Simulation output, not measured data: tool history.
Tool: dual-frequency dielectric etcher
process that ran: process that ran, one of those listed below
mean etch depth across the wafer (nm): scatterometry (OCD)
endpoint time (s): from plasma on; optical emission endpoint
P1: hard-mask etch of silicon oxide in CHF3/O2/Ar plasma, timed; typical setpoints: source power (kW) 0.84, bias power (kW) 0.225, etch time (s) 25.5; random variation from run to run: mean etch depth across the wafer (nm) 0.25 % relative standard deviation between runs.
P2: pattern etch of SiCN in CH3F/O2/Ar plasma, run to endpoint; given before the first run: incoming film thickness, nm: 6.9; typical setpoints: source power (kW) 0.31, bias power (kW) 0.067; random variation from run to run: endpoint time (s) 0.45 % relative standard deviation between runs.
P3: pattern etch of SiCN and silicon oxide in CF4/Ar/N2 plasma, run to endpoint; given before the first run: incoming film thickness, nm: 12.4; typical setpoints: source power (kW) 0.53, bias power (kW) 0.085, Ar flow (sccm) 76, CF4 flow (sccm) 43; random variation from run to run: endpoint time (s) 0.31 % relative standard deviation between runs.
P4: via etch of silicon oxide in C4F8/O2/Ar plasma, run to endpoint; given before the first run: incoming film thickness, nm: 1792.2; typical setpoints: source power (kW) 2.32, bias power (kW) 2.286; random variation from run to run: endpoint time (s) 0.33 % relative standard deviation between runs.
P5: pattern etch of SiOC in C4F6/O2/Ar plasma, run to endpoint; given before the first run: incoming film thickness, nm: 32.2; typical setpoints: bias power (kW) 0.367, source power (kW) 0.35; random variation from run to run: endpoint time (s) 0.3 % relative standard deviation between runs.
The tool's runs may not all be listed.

| run | hour | process that ran | source power (kW) | bias power (kW) | etch time (s) | Ar flow (sccm) | CF4 flow (sccm) | mean etch depth across the wafer (nm) | endpoint time (s) |
|---|---|---|---|---|---|---|---|---|---|
| 1 | 9.6 | P1 | 0.84 | 0.225 | 25.5 |  |  | 61.525 |  |
| 2 | 18.7 | P2 | 0.18 | 0.067 |  |  |  |  | 25.444 |
| 3 | 31.9 | P5 | 0.35 | 0.253 |  |  |  |  | 14.493 |
| 4 | 46.1 | P2 | 0.31 | 0.092 |  |  |  |  | 18.379 |
| 5 | 54.9 | P2 | 0.31 | 0.067 |  |  |  |  | 20.695 |
| 6 | 66.5 | P4 | 2.32 | 2.286 |  |  |  |  | 325.62 |
| 7 | 81.2 | P3 | 0.53 | 0.085 |  | 94 | 43 |  | 12.451 |
| 8 | 96 | P1 | 0.84 | 0.175 | 25.5 |  |  | 56.426 |  |
| 9 | 105.3 | P4 | 1.61 | 2.286 |  |  |  |  | 373.64 |
|  | 115.5 | bias power generator calibrated |
| 10 | 116.9 | P5 | 0.24 | 0.367 |  |  |  |  | 14.675 |
| 11 | 129.4 | P1 | 0.52 | 0.263 | 25.5 |  |  | 54.11 |  |
| 12 | 141.2 | P3 | 0.53 | 0.085 |  | 76 | 43 |  | 12.111 |
| 13 | 149.3 | P1 | 1.14 | 0.225 | 25.5 |  |  | 69.217 |  |
| 14 | 161.7 | P1 | 0.53 | 0.225 | 25.5 |  |  | 51.496 |  |
| 15 | 176.4 | P4 | 2.32 | 1.58 |  |  |  |  | 358.62 |
| 16 | 188.2 | P1 | 0.84 | 0.272 | 25.5 |  |  | 65.783 |  |
| 17 | 198.9 | P1 | 0.84 | 0.225 | 25.5 |  |  | 61.85 |  |
| 18 | 210.4 | P1 | 0.84 | 0.168 | 34.5 |  |  | 75.807 |  |
| 19 | 224.3 | P5 | 0.35 | 0.367 |  |  |  |  | 12.791 |
| 20 | 233.7 | P3 | 0.53 | 0.085 |  | 76 | 43 |  | 12.024 |
| 21 | 242.1 | P1 | 0.84 | 0.225 | 25.5 |  |  | 61.628 |  |
| 22 | 253.8 | P4 | 2.32 | 2.286 |  |  |  |  | 325.42 |
| 23 | 265.8 | P1 | 0.84 | 0.225 | 25.5 |  |  | 61.477 |  |
| 24 | 273.7 | P1 | 0.84 | 0.225 | 32.5 |  |  | 78.46 |  |
| 25 | 284.6 | P3 | 0.53 | 0.059 |  | 76 | 43 |  | 13.765 |
| 26 | 297 | P3 | 0.69 | 0.085 |  | 76 | 43 |  | 9.5294 |
| 27 | 304.6 | P3 | 0.53 | 0.085 |  | 76 | 55 |  | 11.576 |
| 28 | 311.8 | P1 | 0.84 | 0.225 | 15.5 |  |  | 37.568 |  |
| 29 | 320.3 | P1 | 0.84 | 0.225 | 25.5 |  |  | 61.583 |  |
| 30 | 328.1 | P1 | 0.84 | 0.225 | 25.5 |  |  | 61.9 |  |
| 31 | 343 | P1 | 0.84 | 0.225 | 25.5 |  |  | 61.922 |  |
| 32 | 349.4 | P1 | 0.84 | 0.225 | 25.5 |  |  | 62.375 |  |
| 33 | 357.1 | P1 | 0.84 | 0.225 | 25.5 |  |  | 62.331 |  |
| 34 | 366.5 | P1 | 0.84 | 0.225 | 25.5 |  |  | 62.657 |  |
|  | 368.3 | wet clean of the chamber |
| 35 | 377.7 | P1 | 0.84 | 0.225 | 25.5 |  |  | 62.363 |  |
| 36 | 391.5 | P1 | 0.84 | 0.225 | 25.5 |  |  | 62.382 |  |
| 37 | 398.3 | P1 | 0.84 | 0.225 | 25.5 |  |  | 62.451 |  |
| 38 | 409.9 | P1 | 0.84 | 0.225 | 25.5 |  |  | 62.682 |  |
| 39 | 424.1 | P1 | 0.84 | 0.225 | 25.5 |  |  | 62.816 |  |
| 40 | 431.8 | P1 | 0.84 | 0.225 | 25.5 |  |  | 62.348 |  |

P1 has crept away from where it was. The log is fitted equally well by each of these 2 causes, at the sizes shown:
A: bias power that arrives over what is set, % = 4.85
B: source power that arrives over what is set, % = 4.38
The onset of the drift is placed at about hour 320.3.
Ruled out, with reasons:
chamber walls in a state that raises the etch rate, %: work on it at hour 368.3, done after the drift set in, did not restore what the process gave before

Which of the check runs below tells the causes apart, meaning the causes would give it clearly different results? Each run uses 2 wafers whose results are averaged, and each result is shown as a question mark.
| check 1 | 439.5 | P3 | 0.53 | 0.085 |  | 76 | 43 |  | ? |
| check 2 | 439.5 | P4 | 2.32 | 2.286 |  |  |  |  | ? |
| check 3 | 439.5 | P5 | 0.35 | 0.367 |  |  |  |  | ? |
| check 4 | 439.5 | P2 | 0.31 | 0.067 |  |  |  |  | ? |

Expected result of each check under each candidate cause:
| check | result | if A | if B |
|---|---|---|---|
| check 1 | endpoint time (s) | 11.845 | 11.603 |
| check 2 | endpoint time (s) | 320 | 318.98 |
| check 3 | endpoint time (s) | 12.531 | 12.544 |
| check 4 | endpoint time (s) | 20.332 | 20.348 |
Gap, in per cent, between the two causes that each check separates least, read from the result that separates them most: check 1 2.06 %; check 2 0.32 %; check 3 0.1 %; check 4 0.08 %
Only in check 1 would the causes give clearly different results; in the remaining checks their results would be nearly the same.

After running check 1, the following was obtained: endpoint time (s) 11.586. Which cause does this point to?

It is B: source power that arrives over what is set, %.
